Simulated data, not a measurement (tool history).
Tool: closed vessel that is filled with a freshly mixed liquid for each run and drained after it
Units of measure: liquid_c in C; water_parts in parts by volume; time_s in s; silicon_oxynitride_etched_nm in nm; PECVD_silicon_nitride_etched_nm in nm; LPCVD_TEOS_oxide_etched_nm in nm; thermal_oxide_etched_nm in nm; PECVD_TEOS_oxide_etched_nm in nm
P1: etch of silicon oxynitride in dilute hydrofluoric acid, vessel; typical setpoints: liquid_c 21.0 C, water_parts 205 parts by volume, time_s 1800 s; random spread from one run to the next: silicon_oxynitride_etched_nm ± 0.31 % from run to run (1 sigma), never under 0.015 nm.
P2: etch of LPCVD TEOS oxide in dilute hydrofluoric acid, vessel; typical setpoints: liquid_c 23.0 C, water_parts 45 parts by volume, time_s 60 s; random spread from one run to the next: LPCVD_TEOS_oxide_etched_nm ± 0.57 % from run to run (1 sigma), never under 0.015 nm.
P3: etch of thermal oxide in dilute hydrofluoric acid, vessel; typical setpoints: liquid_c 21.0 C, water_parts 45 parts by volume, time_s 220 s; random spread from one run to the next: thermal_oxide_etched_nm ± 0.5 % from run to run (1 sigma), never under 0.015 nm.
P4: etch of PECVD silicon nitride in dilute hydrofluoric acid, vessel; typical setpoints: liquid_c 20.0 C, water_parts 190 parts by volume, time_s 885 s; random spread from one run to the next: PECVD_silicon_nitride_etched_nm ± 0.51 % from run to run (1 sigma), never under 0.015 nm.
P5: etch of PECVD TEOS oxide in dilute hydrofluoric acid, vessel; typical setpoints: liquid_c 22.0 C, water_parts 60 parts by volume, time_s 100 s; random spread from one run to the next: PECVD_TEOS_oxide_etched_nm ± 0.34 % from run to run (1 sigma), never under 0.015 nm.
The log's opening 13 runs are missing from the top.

run,hour,process,liquid_c,water_parts,time_s,silicon_oxynitride_etched_nm,PECVD_silicon_nitride_etched_nm,LPCVD_TEOS_oxide_etched_nm,thermal_oxide_etched_nm,PECVD_TEOS_oxide_etched_nm
14,124.0,P1,25.0,205,750,16.946,,,,
15,132.8,P4,20.0,190,1735,,27.6230,,,
16,142.6,P5,17.0,60,100,,,,,38.295
17,154.0,P1,21.0,65,1800,118.390,,,,
18,165.3,P3,21.0,65,220,,,,15.387,
19,175.8,P3,21.0,45,385,,,,39.905,
20,181.2,P1,21.0,285,1800,23.154,,,,
21,190.0,P4,20.0,190,885,,14.0680,,,
22,198.1,P2,23.0,45,60,,,44.454,,
23,207.6,P2,23.0,45,60,,,43.957,,
24,219.9,P5,22.0,60,100,,,,,47.395
# hour 223.3: thermometer replaced
25,229.2,P1,21.0,205,1800,34.003,,,,
26,235.7,P5,22.0,20,100,,,,,149.480
27,244.2,P1,24.5,105,1800,84.081,,,,
28,251.4,P1,29.0,205,1800,48.565,,,,
29,260.2,P5,22.0,60,100,,,,,47.367
30,271.0,P4,20.0,335,885,,8.1913,,,

Forecast run 31:
31,281.1,P1,21.0,205,1800,?,,,,

For run 31 the tool returned silicon_oxynitride_etched_nm 34.030 nm.
